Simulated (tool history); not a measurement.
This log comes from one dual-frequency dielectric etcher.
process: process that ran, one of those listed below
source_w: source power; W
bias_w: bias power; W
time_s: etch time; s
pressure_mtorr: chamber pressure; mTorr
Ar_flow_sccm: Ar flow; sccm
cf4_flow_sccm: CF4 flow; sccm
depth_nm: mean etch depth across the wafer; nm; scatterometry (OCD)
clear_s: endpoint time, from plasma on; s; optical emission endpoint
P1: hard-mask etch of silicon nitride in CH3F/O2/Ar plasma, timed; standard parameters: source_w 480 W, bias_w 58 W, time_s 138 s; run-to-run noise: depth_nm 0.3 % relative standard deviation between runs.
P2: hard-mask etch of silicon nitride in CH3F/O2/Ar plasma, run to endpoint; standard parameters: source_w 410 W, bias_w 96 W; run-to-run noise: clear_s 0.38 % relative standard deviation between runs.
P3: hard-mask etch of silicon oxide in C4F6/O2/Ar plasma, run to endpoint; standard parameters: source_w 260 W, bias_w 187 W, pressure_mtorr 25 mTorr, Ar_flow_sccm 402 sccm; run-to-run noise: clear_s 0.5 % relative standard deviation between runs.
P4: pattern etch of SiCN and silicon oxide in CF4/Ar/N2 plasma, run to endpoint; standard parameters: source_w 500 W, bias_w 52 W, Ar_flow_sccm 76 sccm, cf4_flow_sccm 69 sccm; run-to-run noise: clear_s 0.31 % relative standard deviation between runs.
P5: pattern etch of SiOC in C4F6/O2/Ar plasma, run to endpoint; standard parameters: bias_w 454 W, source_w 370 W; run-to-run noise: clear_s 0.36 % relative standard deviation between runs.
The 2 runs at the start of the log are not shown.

run   hour  process  source_w  bias_w  time_s  pressure_mtorr  Ar_flow_sccm  cf4_flow_sccm  hours since the last wet clean  hours since the last source power generator calibration  hours since the last bias power generator calibration  depth_nm  clear_s
  3   31.7       P2       550      96                                                                                 85.7                                                   1147.2                                                 3121.1             62.558
  4   42.3       P3       260     187                      25           480                                           96.3                                                   1157.8                                                 3131.7             108.36
  5   52.3       P1       480      58      83                                                                        106.3                                                   1167.8                                                 3141.7    59.038
  6   60.3       P5       370     454                                                                                114.3                                                   1175.8                                                 3149.7             18.442
  7   67.7       P1       480      58     138                                                                        121.7                                                   1183.2                                                 3157.1    97.856
  8   80.5       P2       410      96                                                                                134.5                                                     1196                                                 3169.9             69.589
  9   93.5       P1       310      58     138                                                                        147.5                                                     1209                                                 3182.9    82.633
 10  101.7       P1       480      40     138                                                                        155.7                                                   1217.2                                                 3191.1    87.405
 11  108.8       P5       370     603                                                                                162.8                                                   1224.3                                                 3198.2             16.519
 12  123.2       P1       480      71     138                                                                        177.2                                                   1238.7                                                 3212.6    104.96
 13  134.9       P4       330      52                                    76             69                           188.9                                                   1250.4                                                 3224.3             15.469
 14  148.7       P4       500      30                                    76             69                           202.7                                                   1264.2                                                 3238.1             12.335
 15  155.1       P3       260     187                      25           402                                          209.1                                                   1270.6                                                 3244.5             107.66
 16  166.6       P3       260     145                      25           402                                          220.6                                                   1282.1                                                   3256             116.39
 17  175.4       P4       500      52                                    76             69                           229.4                                                   1290.9                                                 3264.8             10.586
 18  188.7       P4       500      52                                    54             69                           242.7                                                   1304.2                                                 3278.1              10.11
 19  203.2       P1       300      69     138                                                                        257.2                                                   1318.7                                                 3292.6    87.024
 20  214.4       P5       370     454                                                                                268.4                                                   1329.9                                                 3303.8             18.416
 21  221.9       P5       280     454                                                                                275.9                                                   1337.4                                                 3311.3             20.351
 22  235.1       P4       500      52                                    76             54                           289.1                                                   1350.6                                                 3324.5             11.016

For run 23, what comes out?
 23  248.7       P3       310     187                      25           402                                          302.7                                                   1364.2                                                 3338.1                  ?

clear_s: 100.17 s
